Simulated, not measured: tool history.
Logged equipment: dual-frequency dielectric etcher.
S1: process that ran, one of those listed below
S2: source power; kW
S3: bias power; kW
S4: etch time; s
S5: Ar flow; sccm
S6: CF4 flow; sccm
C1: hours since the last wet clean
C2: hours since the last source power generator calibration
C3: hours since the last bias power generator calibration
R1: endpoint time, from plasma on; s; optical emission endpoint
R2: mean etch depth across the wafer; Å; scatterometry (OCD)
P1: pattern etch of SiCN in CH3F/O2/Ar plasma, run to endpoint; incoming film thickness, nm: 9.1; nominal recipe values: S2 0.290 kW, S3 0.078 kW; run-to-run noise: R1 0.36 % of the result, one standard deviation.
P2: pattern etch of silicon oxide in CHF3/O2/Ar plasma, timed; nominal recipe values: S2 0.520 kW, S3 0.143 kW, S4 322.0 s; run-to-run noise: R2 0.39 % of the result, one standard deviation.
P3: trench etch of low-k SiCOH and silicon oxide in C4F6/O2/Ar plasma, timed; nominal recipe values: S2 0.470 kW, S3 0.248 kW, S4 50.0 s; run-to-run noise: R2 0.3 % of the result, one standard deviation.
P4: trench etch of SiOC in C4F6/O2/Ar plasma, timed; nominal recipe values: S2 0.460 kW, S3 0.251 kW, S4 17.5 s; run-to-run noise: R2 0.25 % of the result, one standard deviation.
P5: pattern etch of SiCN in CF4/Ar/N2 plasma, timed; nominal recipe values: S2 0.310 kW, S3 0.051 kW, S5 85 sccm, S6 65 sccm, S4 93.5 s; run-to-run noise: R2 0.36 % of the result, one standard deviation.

run   hour  S1     S2     S3     S4  S5  S6     C1      C2      C3      R1       R2
  1   17.2  P1  0.290  0.078                 240.3  1333.0   860.7  26.098
  2   32.4  P1  0.290  0.078                 255.5  1348.2   875.9  26.091
  3   47.0  P4  0.460  0.251   17.5          270.1  1362.8   890.5           439.23
  4   58.5  P1  0.350  0.078                 281.6  1374.3   902.0  24.477
  5   75.9  P1  0.190  0.078                 299.0  1391.7   919.4  30.481
  6   93.1  P3  0.470  0.176   50.0          316.2  1408.9   936.6          1710.50
  7  104.0  P4  0.460  0.308   17.5          327.1  1419.8   947.5           469.08
  8  119.6  P3  0.350  0.248   50.0          342.7  1435.4   963.1          1703.60
  9  137.3  P1  0.190  0.092                 360.4  1453.1   980.8  28.520
 10  154.8  P4  0.320  0.251   17.5          377.9  1470.6   998.3           382.23
 11  164.6  P5  0.310  0.051  136.0  85  65  387.7  1480.4  1008.1           766.18
 12  177.8  P5  0.310  0.051   93.5  85  65  400.9  1493.6  1021.3           532.11
 13  186.0  P3  0.470  0.248   50.0          409.1  1501.8  1029.5          1896.40
 14  201.5  P5  0.400  0.051   93.5  85  65  424.6  1517.3  1045.0           663.33
 15  212.0  P2  0.520  0.143  322.0          435.1  1527.8  1055.5          5516.20
 16  221.9  P4  0.460  0.251   24.5          445.0  1537.7  1065.4           613.71
 17  236.9  P1  0.290  0.109                 460.0  1552.7  1080.4  22.941
 18  249.1  P5  0.310  0.033   93.5  85  65  472.2  1564.9  1092.6           462.56
 19  257.5  P2  0.520  0.143  188.5          480.6  1573.3  1101.0          3246.00
 20  266.9  P2  0.520  0.143  322.0          490.0  1582.7  1110.4          5508.80
 21  283.3  P1  0.290  0.078                 506.4  1599.1  1126.8  26.054
 22  291.2  P2  0.520  0.109  322.0          514.3  1607.0  1134.7          5061.70
 23  304.2  P1  0.390  0.096                 527.3  1620.0  1147.7  21.556
 24  320.4  P5  0.310  0.051   93.5  85  65  543.5  1636.2  1163.9           529.48
 25  333.6  P1  0.290  0.078                 556.7  1649.4  1177.1  26.127
 26  345.5  P1  0.290  0.078                 568.6  1661.3  1189.0  25.948
 27  361.0  P1  0.290  0.063                 584.1  1676.8  1204.5  28.046
 28  370.1  P3  0.470  0.248   50.0          593.2  1685.9  1213.6          1899.80
 29  386.9  P5  0.310  0.051   93.5  85  79  610.0  1702.7  1230.4           546.20
 30  401.1  P2  0.400  0.143  322.0          624.2  1716.9  1244.6          5014.30
 31  415.2  P5  0.310  0.051   93.5  59  65  638.3  1731.0  1258.7           560.00
 32  432.3  P3  0.470  0.248   67.5          655.4  1748.1  1275.8          2564.40
 33  446.9  P1  0.290  0.078                 670.0  1762.7  1290.4  26.191
 34  457.6  P1  0.290  0.078                 680.7  1773.4  1301.1  26.094
 35  472.6  P1  0.290  0.078                 695.7  1788.4  1316.1  26.267
 36  488.0  P1  0.290  0.078                 711.1  1803.8  1331.5  26.283
     494.9  -- wet clean of the chamber
 37  501.8  P1  0.290  0.078                   7.0  1817.6  1345.3  26.491
 38  514.2  P1  0.290  0.078                  19.4  1830.0  1357.7  26.369
 39  531.7  P1  0.290  0.078                  36.9  1847.5  1375.2  26.347
 40  546.3  P1  0.290  0.078                  51.5  1862.1  1389.8  26.618
 41  561.0  P1  0.290  0.078                  66.2  1876.8  1404.5  26.481

The log shows P1 creeping away from where it was. Any of the 2 causes listed here, at the size stated for it, fits the log just as well as the others:
A: source power that arrives under what is set, % = 4.71
B: bias power that arrives under what is set, % = 4.78
The process output started creeping at around hour 457.6.
Excluded causes, each with its reason:
chamber walls in a state that lowers the etch rate, %: serviced at hour 494.9, which brought nothing back

Listed below are the offered check runs, one wafer per run, with question marks in place of results. For which of them would the causes give clearly different outcomes?
check 1  575.7  P3  0.470  0.248   50.0                           ?
check 2  575.7  P4  0.460  0.251   17.5                           ?
check 3  575.7  P5  0.310  0.051   93.5  85  65                   ?
check 4  575.7  P2  0.520  0.143  322.0                           ?

What every check run would give for each of its results, assuming each possible cause in turn:
  check  result     if A     if B
check 1      R2  1865.50  1869.70
check 2      R2   430.29   431.20
check 3      R2   506.86   520.63
check 4      R2  5418.80  5434.40
Distance between the nearest two causes, measured in the result of the check that separates them most: check 1 0.22 %; check 2 0.21 %; check 3 2.68 %; check 4 0.29 %
The other checks would show nearly matching results whichever cause is true, so check 3 is the only one that separates the causes.

Check 3 has now been run. It gave: R2 519.48 Å. Which of the candidate causes is it?

It was cause B: bias power that arrives under what is set, %.
